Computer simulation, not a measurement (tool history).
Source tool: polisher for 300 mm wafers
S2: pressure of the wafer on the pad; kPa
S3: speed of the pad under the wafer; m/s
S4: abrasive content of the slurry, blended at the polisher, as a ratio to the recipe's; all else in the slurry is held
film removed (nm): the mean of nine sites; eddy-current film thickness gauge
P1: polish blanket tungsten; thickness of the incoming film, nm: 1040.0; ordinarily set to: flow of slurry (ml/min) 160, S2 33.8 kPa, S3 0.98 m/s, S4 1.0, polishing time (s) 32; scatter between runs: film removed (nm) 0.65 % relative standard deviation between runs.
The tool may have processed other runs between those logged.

{"run": 1, "hour": 13.0, "flow of slurry (ml/min)": 160, "S2": 33.8, "S3": 0.98, "S4": 1.0, "polishing time (s)": 32, "film removed (nm)": 208.49}
{"run": 2, "hour": 26.4, "flow of slurry (ml/min)": 160, "S2": 47.6, "S3": 0.98, "S4": 1.0, "polishing time (s)": 32, "film removed (nm)": 287.69}
{"run": 3, "hour": 33.9, "flow of slurry (ml/min)": 160, "S2": 33.8, "S3": 1.36, "S4": 1.0, "polishing time (s)": 32, "film removed (nm)": 290.31}
{"run": 4, "hour": 42.5, "flow of slurry (ml/min)": 250, "S2": 33.8, "S3": 0.98, "S4": 1.0, "polishing time (s)": 32, "film removed (nm)": 219.45}
{"run": 5, "hour": 50.5, "flow of slurry (ml/min)": 160, "S2": 33.8, "S3": 0.98, "S4": 1.0, "polishing time (s)": 32, "film removed (nm)": 207.77}
{"run": 6, "hour": 64.4, "flow of slurry (ml/min)": 160, "S2": 33.8, "S3": 0.98, "S4": 1.0, "polishing time (s)": 32, "film removed (nm)": 206.94}
{"run": 7, "hour": 73.3, "flow of slurry (ml/min)": 160, "S2": 33.8, "S3": 0.98, "S4": 1.3, "polishing time (s)": 32, "film removed (nm)": 220.96}
{"run": 8, "hour": 79.4, "flow of slurry (ml/min)": 160, "S2": 17.2, "S3": 0.98, "S4": 1.0, "polishing time (s)": 32, "film removed (nm)": 105.27}
{"run": 9, "hour": 90.2, "flow of slurry (ml/min)": 160, "S2": 50.3, "S3": 1.28, "S4": 1.0, "polishing time (s)": 32, "film removed (nm)": 403.31}
{"run": 10, "hour": 104.0, "flow of slurry (ml/min)": 95, "S2": 33.8, "S3": 0.98, "S4": 1.0, "polishing time (s)": 32, "film removed (nm)": 187.78}
{"run": 11, "hour": 110.3, "flow of slurry (ml/min)": 235, "S2": 33.8, "S3": 0.98, "S4": 0.7, "polishing time (s)": 32, "film removed (nm)": 201.22}
{"run": 12, "hour": 124.0, "flow of slurry (ml/min)": 160, "S2": 33.8, "S3": 0.98, "S4": 1.0, "polishing time (s)": 32, "film removed (nm)": 207.77}
{"run": 13, "hour": 134.3, "flow of slurry (ml/min)": 160, "S2": 33.8, "S3": 0.98, "S4": 1.0, "polishing time (s)": 46, "film removed (nm)": 298.68}
{"run": 14, "hour": 144.5, "flow of slurry (ml/min)": 160, "S2": 33.8, "S3": 0.98, "S4": 1.0, "polishing time (s)": 20, "film removed (nm)": 129.22}
{"run": 15, "hour": 152.9, "flow of slurry (ml/min)": 205, "S2": 33.8, "S3": 0.98, "S4": 1.0, "polishing time (s)": 48, "film removed (nm)": 323.36}
{"run": 16, "hour": 162.4, "flow of slurry (ml/min)": 160, "S2": 33.8, "S3": 0.48, "S4": 1.0, "polishing time (s)": 32, "film removed (nm)": 101.42}
{"run": 17, "hour": 173.3, "flow of slurry (ml/min)": 160, "S2": 33.8, "S3": 0.98, "S4": 1.0, "polishing time (s)": 32, "film removed (nm)": 207.5}
{"run": 18, "hour": 179.6, "flow of slurry (ml/min)": 160, "S2": 33.8, "S3": 0.98, "S4": 0.5, "polishing time (s)": 32, "film removed (nm)": 177.86}
{"run": 19, "hour": 189.2, "flow of slurry (ml/min)": 160, "S2": 33.8, "S3": 0.98, "S4": 1.0, "polishing time (s)": 32, "film removed (nm)": 209.28}
{"run": 20, "hour": 200.1, "flow of slurry (ml/min)": 160, "S2": 33.8, "S3": 0.98, "S4": 1.0, "polishing time (s)": 32, "film removed (nm)": 208.32}
{"run": 21, "hour": 208.8, "flow of slurry (ml/min)": 160, "S2": 33.8, "S3": 0.98, "S4": 1.0, "polishing time (s)": 32, "film removed (nm)": 204.11}
{"run": 22, "hour": 221.7, "flow of slurry (ml/min)": 160, "S2": 33.8, "S3": 0.98, "S4": 1.0, "polishing time (s)": 32, "film removed (nm)": 196.72}
{"run": 23, "hour": 228.1, "flow of slurry (ml/min)": 160, "S2": 33.8, "S3": 0.98, "S4": 1.0, "polishing time (s)": 32, "film removed (nm)": 192.98}
{"hour": 234.7, "done": "head pressure recalibrated"}
{"hour": 236.7, "done": "slurry blender recalibrated"}
{"run": 24, "hour": 241.8, "flow of slurry (ml/min)": 160, "S2": 33.8, "S3": 0.98, "S4": 1.0, "polishing time (s)": 32, "film removed (nm)": 193.18}
{"run": 25, "hour": 250.0, "flow of slurry (ml/min)": 160, "S2": 33.8, "S3": 0.98, "S4": 1.0, "polishing time (s)": 32, "film removed (nm)": 191.92}
{"hour": 261.8, "done": "slurry tank refilled with fresh slurry and peroxide"}
{"run": 26, "hour": 262.0, "flow of slurry (ml/min)": 160, "S2": 33.8, "S3": 0.98, "S4": 1.0, "polishing time (s)": 32, "film removed (nm)": 190.74}
{"run": 27, "hour": 271.2, "flow of slurry (ml/min)": 160, "S2": 33.8, "S3": 0.98, "S4": 1.0, "polishing time (s)": 32, "film removed (nm)": 191.4}
{"run": 28, "hour": 279.2, "flow of slurry (ml/min)": 160, "S2": 33.8, "S3": 0.98, "S4": 1.0, "polishing time (s)": 32, "film removed (nm)": 189.15}
{"run": 29, "hour": 287.3, "flow of slurry (ml/min)": 160, "S2": 33.8, "S3": 0.98, "S4": 1.0, "polishing time (s)": 32, "film removed (nm)": 189.85}
{"run": 30, "hour": 296.9, "flow of slurry (ml/min)": 160, "S2": 33.8, "S3": 0.98, "S4": 1.0, "polishing time (s)": 32, "film removed (nm)": 188.18}

What P1 gives has crept away from where it was. These 2 causes fit the log equally well, each at the size given:
A: removal rate lost through wear of the pad, % = 8.93
B: slurry flow missing at the pad, % = 37
The creep began at about hour 200.1.
The rest of the possible causes, and what rules out each one:
head's pressure below its setpoint, %: work on it at hour 234.7, done after the drift set in, did not restore what the process gave before
abrasive missing from the slurry, %: work on it at hour 236.7, done after the drift set in, did not restore what the process gave before
peroxide lost from the slurry, %: work on it at hour 261.8, done after the drift set in, did not restore what the process gave before

Of the 4 check runs below, each run on 3 wafers with the results averaged and each result still a question mark, which one would tell the listed causes apart?
{"run": "check 1", "hour": 306.5, "flow of slurry (ml/min)": 160, "S2": 33.8, "S3": 1.32, "S4": 1.0, "polishing time (s)": 42, "film removed (nm)": "?"}
{"run": "check 2", "hour": 306.5, "flow of slurry (ml/min)": 160, "S2": 20.0, "S3": 0.98, "S4": 0.55, "polishing time (s)": 32, "film removed (nm)": "?"}
{"run": "check 3", "hour": 306.5, "flow of slurry (ml/min)": 160, "S2": 20.0, "S3": 0.56, "S4": 1.0, "polishing time (s)": 32, "film removed (nm)": "?"}
{"run": "check 4", "hour": 306.5, "flow of slurry (ml/min)": 240, "S2": 33.8, "S3": 0.98, "S4": 1.0, "polishing time (s)": 23, "film removed (nm)": "?"}

Predicted outcomes, by check and by cause:
check=check_1 result=film_removed_(nm) if_A=334.450 if_B=334.490
check=check_2 result=film_removed_(nm) if_A=97.611 if_B=97.624
check=check_3 result=film_removed_(nm) if_A=63.980 if_B=63.988
check=check_4 result=film_removed_(nm) if_A=143.630 if_B=147.910
Distance between the nearest two causes, measured in the result of the check that separates them most: check 1 0.01 %; check 2 0.01 %; check 3 0.01 %; check 4 2.93 %
Check 4 is the one run that separates the causes; every other check would come out nearly the same whichever cause is at work.

Check 4 was carried out, with these results: film removed (nm) 143.090. Which of the listed causes is responsible?

It is A: removal rate lost through wear of the pad, %.
